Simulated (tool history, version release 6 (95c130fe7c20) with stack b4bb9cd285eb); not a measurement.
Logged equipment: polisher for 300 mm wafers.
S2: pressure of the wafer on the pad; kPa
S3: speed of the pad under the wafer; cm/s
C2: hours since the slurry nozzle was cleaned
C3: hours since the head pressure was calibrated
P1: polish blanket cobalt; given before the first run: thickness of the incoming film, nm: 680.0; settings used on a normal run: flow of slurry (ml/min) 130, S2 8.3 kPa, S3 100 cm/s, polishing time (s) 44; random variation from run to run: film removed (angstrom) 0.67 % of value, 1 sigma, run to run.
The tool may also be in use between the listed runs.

Run 1, hour 6.3: flow of slurry (ml/min) 130, S2 8.3 kPa, S3 100 cm/s, polishing time (s) 44; wafers polished on this pad 404; C2 448.2; C3 195.3. Result: film removed (angstrom) 1610.2.
Run 2, hour 10.9: flow of slurry (ml/min) 190, S2 8.3 kPa, S3 100 cm/s, polishing time (s) 22; wafers polished on this pad 449; C2 452.8; C3 199.9. Result: film removed (angstrom) 862.21.
At hour 16: worn pad replaced by a new one.
Run 3, hour 16.5: flow of slurry (ml/min) 130, S2 8.3 kPa, S3 44 cm/s, polishing time (s) 44; wafers polished on this pad 5; C2 458.4; C3 205.5. Result: film removed (angstrom) 700.43.
Run 4, hour 22.8: flow of slurry (ml/min) 95, S2 8.3 kPa, S3 100 cm/s, polishing time (s) 44; wafers polished on this pad 67; C2 464.7; C3 211.8. Result: film removed (angstrom) 1518.5.
Run 5, hour 32.2: flow of slurry (ml/min) 130, S2 8.3 kPa, S3 146 cm/s, polishing time (s) 44; wafers polished on this pad 159; C2 474.1; C3 221.2. Result: film removed (angstrom) 2317.6.
Run 6, hour 40.5: flow of slurry (ml/min) 130, S2 8.3 kPa, S3 100 cm/s, polishing time (s) 65; wafers polished on this pad 240; C2 482.4; C3 229.5. Result: film removed (angstrom) 2386.9.
Run 7, hour 45.8: flow of slurry (ml/min) 130, S2 8.3 kPa, S3 100 cm/s, polishing time (s) 23; wafers polished on this pad 292; C2 487.7; C3 234.8. Result: film removed (angstrom) 839.36.
Run 8, hour 54.9: flow of slurry (ml/min) 130, S2 8.3 kPa, S3 100 cm/s, polishing time (s) 44; wafers polished on this pad 381; C2 496.8; C3 243.9. Result: film removed (angstrom) 1592.
Run 9, hour 64: flow of slurry (ml/min) 130, S2 11 kPa, S3 100 cm/s, polishing time (s) 44; wafers polished on this pad 470; C2 505.9; C3 253. Result: film removed (angstrom) 2139.
Run 10, hour 71.9: flow of slurry (ml/min) 130, S2 8.3 kPa, S3 152 cm/s, polishing time (s) 23; wafers polished on this pad 548; C2 513.8; C3 260.9. Result: film removed (angstrom) 1281.
At hour 77.9: slurry nozzle cleaned.
Run 11, hour 78.6: flow of slurry (ml/min) 130, S2 4.1 kPa, S3 100 cm/s, polishing time (s) 44; wafers polished on this pad 613; C2 0.8; C3 267.6. Result: film removed (angstrom) 801.67.

Predict the results of run 12:
Run 12, hour 88.2: flow of slurry (ml/min) 200, S2 8.3 kPa, S3 100 cm/s, polishing time (s) 44; wafers polished on this pad 707; C2 10.4; C3 277.2. Result: film removed (angstrom) ?.

film removed (angstrom): 1727.3
